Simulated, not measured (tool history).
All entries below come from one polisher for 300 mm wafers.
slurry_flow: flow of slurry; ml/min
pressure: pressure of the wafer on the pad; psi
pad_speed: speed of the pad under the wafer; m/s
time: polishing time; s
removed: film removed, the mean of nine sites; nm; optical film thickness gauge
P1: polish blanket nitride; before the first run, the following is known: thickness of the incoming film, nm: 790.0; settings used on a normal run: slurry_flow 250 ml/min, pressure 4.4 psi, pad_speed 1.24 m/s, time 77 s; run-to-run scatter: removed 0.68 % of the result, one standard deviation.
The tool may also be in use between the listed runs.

run	hour	slurry_flow	pressure	pad_speed	time	wafers polished on this pad	hours since the slurry nozzle was cleaned	hours since the head pressure was calibrated	removed
1	9.3	250	4.4	1.24	77	260	125.4	314.2	177.52
2	22.9	250	4.4	1.24	44	399	139	327.8	101.08
3	36.1	250	4.4	1.78	77	535	152.2	341	236.7
4	43.6	250	4.4	0.8	77	612	159.7	348.5	124.59
5	55	380	4.4	1.24	53	728	171.1	359.9	125.31
6	64.5	250	4.4	1.24	77	826	180.6	369.4	173.3
7	78.9	250	2.7	1.24	77	973	195	383.8	109.67
8	93.3	250	4.4	1.24	77	1121	209.4	398.2	177.42
9	100.3	250	4.4	1.24	77	1193	216.4	405.2	178.04
10	114.3	250	4.4	1.24	111	1336	230.4	419.2	254.43
11	122.2	150	4.4	1.24	77	1417	238.3	427.1	164.84
# hour 131.6: head pressure recalibrated
12	135.9	250	6.6	1.24	77	1558	252	4.3	262.71
13	145.1	395	4.4	1.24	77	1652	261.2	13.5	184.55
14	158.4	250	4.4	1.24	77	1788	274.5	26.8	178.41
15	168.2	250	4.4	1.24	77	1889	284.3	36.6	176.4
16	182.5	250	4.4	1.24	77	2035	298.6	50.9	172.88
17	191.2	250	4.4	1.24	77	2124	307.3	59.6	172.44
18	205.8	250	4.4	1.24	77	2274	321.9	74.2	168.53
19	217.3	250	4.4	1.24	77	2392	333.4	85.7	169.89
20	228.7	250	4.4	1.24	77	2509	344.8	97.1	169.76
21	237.8	250	4.4	1.24	77	2602	353.9	106.2	170.27
22	251.1	250	4.4	1.24	77	2738	367.2	119.5	165.73
# hour 254.7: worn pad replaced by a new one
23	263.4	250	4.4	1.24	77	89	379.5	131.8	167.03
24	274.5	250	4.4	1.24	77	203	390.6	142.9	168.79

Forecast run 25:
25	286.8	250	4.4	1.24	77	329	402.9	155.2	?

Run 25 yielded removed 167.27 nm.

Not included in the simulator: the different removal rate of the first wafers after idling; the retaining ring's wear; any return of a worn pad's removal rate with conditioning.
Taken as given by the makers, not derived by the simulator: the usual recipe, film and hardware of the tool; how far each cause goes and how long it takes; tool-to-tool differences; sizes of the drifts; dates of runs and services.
